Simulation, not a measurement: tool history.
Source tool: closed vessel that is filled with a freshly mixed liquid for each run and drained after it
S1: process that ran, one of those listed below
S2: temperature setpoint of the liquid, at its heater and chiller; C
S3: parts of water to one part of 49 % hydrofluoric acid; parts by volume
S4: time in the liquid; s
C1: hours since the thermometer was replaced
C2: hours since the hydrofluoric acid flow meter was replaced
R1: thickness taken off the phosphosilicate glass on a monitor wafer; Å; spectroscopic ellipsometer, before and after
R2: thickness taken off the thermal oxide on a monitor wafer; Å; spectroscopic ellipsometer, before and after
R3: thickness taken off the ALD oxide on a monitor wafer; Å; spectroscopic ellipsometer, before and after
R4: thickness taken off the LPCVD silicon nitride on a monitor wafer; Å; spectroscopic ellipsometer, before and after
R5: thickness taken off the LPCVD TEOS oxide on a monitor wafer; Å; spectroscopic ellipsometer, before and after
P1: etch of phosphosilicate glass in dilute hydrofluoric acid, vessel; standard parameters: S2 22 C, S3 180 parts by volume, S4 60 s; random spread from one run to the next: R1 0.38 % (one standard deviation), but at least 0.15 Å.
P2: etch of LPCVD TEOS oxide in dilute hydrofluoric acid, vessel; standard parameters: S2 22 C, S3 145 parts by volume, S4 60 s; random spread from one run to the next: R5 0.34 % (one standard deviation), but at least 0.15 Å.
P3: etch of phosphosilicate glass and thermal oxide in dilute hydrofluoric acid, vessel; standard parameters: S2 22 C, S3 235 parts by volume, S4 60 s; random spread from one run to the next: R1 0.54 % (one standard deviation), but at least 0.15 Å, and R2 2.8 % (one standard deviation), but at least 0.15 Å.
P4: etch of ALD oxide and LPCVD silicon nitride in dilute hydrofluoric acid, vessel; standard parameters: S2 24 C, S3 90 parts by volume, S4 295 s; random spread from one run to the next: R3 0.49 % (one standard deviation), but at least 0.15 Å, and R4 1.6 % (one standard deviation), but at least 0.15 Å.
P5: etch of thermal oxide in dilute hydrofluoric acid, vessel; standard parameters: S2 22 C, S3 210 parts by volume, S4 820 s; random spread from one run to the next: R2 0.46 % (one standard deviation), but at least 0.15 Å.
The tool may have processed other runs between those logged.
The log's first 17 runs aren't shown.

run,hour,S1,S2,S3,S4,C1,C2,R1,R2,R3,R4,R5
18,174.1,P1,22,180,60,1638.5,466,552.67,,,,
19,181.1,P3,22,235,60,1645.5,473,350.15,10.108,,,
20,187.4,P1,22,315,60,1651.8,479.3,278.73,,,,
21,194.8,P5,28.5,210,820,1659.2,486.7,,189.09,,,
22,200.6,P3,22,390,60,1665,492.5,182.72,5.4565,,,
23,206,P4,24,130,295,1670.4,497.9,,,344.24,11.943,
24,211.6,P2,22,255,60,1676,503.5,,,,,36.193
25,218.8,P1,22,180,30,1683.2,510.7,276.74,,,,
26,228.3,P5,22,210,820,1692.7,520.2,,151.28,,,
27,238.8,P1,22,180,60,1703.2,530.7,553.11,,,,
28,244.4,P2,22,145,60,1708.8,536.3,,,,,71.741
29,250.6,P1,22,180,60,1715,542.5,552.24,,,,
30,261.6,P3,29,235,60,1726,553.5,453.31,13.142,,,
31,273.6,P4,24,90,100,1738,565.5,,,178.76,6.1458,
32,279.6,P1,22,180,60,1744,571.5,556.52,,,,
33,289.6,P1,22,180,60,1754,581.5,568.29,,,,
34,295.1,P1,22,180,60,1759.5,587,573.92,,,,
35,303,P1,22,180,60,1767.4,594.9,580.51,,,,
36,310.3,P1,22,180,60,1774.7,602.2,583.01,,,,
37,317.3,P1,22,180,60,1781.7,609.2,582.62,,,,
38,328.1,P1,22,180,60,1792.5,620,587.99,,,,

Estimate the outcome of run 39 from the log above:
39,337.1,P1,22,180,60,1801.5,629,?,,,,

{"run 39": {"R1": 595.47}}

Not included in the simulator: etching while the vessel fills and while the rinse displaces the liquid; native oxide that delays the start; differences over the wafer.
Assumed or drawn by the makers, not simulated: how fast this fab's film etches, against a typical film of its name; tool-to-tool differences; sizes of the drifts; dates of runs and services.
